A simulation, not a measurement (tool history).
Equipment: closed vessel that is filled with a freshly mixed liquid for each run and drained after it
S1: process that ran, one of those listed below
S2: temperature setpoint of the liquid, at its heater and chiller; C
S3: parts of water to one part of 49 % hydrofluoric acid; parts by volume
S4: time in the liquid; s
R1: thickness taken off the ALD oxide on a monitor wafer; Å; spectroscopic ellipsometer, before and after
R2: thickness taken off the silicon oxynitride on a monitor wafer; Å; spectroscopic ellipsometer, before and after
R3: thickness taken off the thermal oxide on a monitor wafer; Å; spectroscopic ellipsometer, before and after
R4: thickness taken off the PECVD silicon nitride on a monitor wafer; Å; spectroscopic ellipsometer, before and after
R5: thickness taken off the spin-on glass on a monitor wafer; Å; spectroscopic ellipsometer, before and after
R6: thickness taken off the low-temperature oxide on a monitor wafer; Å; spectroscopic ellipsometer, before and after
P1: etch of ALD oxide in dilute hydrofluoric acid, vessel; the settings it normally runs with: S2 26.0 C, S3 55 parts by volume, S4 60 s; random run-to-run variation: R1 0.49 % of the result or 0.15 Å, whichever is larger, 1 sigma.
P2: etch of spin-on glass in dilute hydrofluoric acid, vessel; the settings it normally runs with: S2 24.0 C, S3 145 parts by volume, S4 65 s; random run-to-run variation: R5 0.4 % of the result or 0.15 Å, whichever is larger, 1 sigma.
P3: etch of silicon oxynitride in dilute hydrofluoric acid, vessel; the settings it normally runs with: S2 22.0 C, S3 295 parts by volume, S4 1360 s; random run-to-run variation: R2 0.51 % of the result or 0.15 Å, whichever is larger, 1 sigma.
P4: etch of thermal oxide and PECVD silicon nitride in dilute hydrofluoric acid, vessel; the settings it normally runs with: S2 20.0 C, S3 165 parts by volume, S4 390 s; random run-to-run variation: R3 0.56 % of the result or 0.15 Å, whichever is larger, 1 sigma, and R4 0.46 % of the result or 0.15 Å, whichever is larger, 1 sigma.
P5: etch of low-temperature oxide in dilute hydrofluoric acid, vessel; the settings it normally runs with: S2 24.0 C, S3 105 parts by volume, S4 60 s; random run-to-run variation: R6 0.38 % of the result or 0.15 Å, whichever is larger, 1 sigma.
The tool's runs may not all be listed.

run,hour,S1,S2,S3,S4,R1,R2,R3,R4,R5,R6
1,9.7,P1,26.0,55,60,150.550,,,,,
2,20.7,P1,26.0,95,60,83.520,,,,,
3,32.5,P3,22.0,295,1360,,131.720,,,,
4,41.0,P4,20.0,275,390,,,49.094,27.535,,
5,49.6,P1,26.0,20,60,438.440,,,,,
6,59.8,P3,22.0,295,1360,,132.850,,,,
7,69.4,P2,24.0,55,65,,,,,396.730,
8,77.2,P2,24.0,145,30,,,,,62.375,
9,88.3,P4,20.0,165,390,,,91.412,45.016,,
10,94.6,P1,32.5,20,60,568.670,,,,,
11,104.0,P1,26.0,55,60,150.590,,,,,
12,114.6,P1,26.0,55,120,303.510,,,,,
13,120.0,P1,26.0,55,30,74.749,,,,,
14,131.4,P5,24.0,105,30,,,,,,66.924
15,137.9,P4,17.0,165,390,,,81.294,36.969,,
16,150.1,P1,26.0,55,60,150.140,,,,,
17,162.2,P5,31.5,105,60,,,,,,177.660
18,167.4,P3,27.5,295,1360,,165.420,,,,
19,174.2,P1,26.0,55,60,150.480,,,,,
20,179.7,P4,20.0,165,220,,,51.376,25.850,,
21,185.5,P5,24.0,105,60,,,,,,133.700
22,196.0,P2,32.0,145,65,,,,,182.300,
23,205.0,P5,24.0,105,60,,,,,,133.980
24,215.8,P1,21.0,55,60,122.280,,,,,
25,227.7,P1,26.0,80,30,50.203,,,,,
26,236.7,P1,26.0,55,60,150.790,,,,,
27,245.5,P1,32.0,55,60,191.610,,,,,
28,256.4,P2,24.0,145,65,,,,,134.530,
29,264.0,P1,21.5,90,60,72.413,,,,,
30,269.6,P5,24.0,50,60,,,,,,302.780
31,276.4,P3,22.0,295,180,,17.528,,,,
32,282.3,P3,22.0,535,1360,,62.804,,,,
33,293.3,P1,26.0,55,60,151.220,,,,,
34,301.1,P1,26.0,55,60,155.770,,,,,
35,312.5,P1,26.0,55,60,158.340,,,,,
36,319.3,P1,26.0,55,60,159.240,,,,,
37,325.0,P1,26.0,55,60,160.300,,,,,
38,333.8,P1,26.0,55,60,161.770,,,,,
39,341.6,P1,26.0,55,60,160.650,,,,,
40,351.5,P1,26.0,55,60,160.850,,,,,
41,359.1,P1,26.0,55,60,161.760,,,,,
42,366.8,P1,26.0,55,60,162.380,,,,,

The output of P1 has drifted from where it used to be. Each of the 2 causes below, taken at the size shown beside it, accounts for the log equally well:
A: liquid hotter than its thermometer reads (K) = 1.9
B: hydrofluoric acid flow above the setpoint (%) = 7.33
The drift started at roughly hour 293.3.

Of the 4 check runs listed below, each run on one wafer and each result written as a question mark, which would let you distinguish the listed causes because they would give clearly different results?
check 1,374.5,P3,22.0,295,1360,,?,,,,
check 2,374.5,P5,24.0,105,60,,,,,,?
check 3,374.5,P2,24.0,145,65,,,,,?,
check 4,374.5,P4,20.0,165,390,,,?,?,,

Expected result of each check under each candidate cause:
check,result,if A,if B
check 1,R2,143.040,143.340
check 2,R6,143.990,144.730
check 3,R5,144.900,146.360
check 4,R3,98.095,98.897
check 4,R4,51.520,48.700
Per check, the gap between the least separated pair of causes, taken in the result that splits them most: check 1 0.22 %; check 2 0.52 %; check 3 1 %; check 4 5.63 %
Of the check runs offered, only check 4 discriminates between the causes; the rest would read about the same regardless of which cause applies.

The results of check 4 are: R3 98.255 Å; R4 48.233 Å. Based on these, which of the listed causes is it?

It is B: hydrofluoric acid flow above the setpoint (%).

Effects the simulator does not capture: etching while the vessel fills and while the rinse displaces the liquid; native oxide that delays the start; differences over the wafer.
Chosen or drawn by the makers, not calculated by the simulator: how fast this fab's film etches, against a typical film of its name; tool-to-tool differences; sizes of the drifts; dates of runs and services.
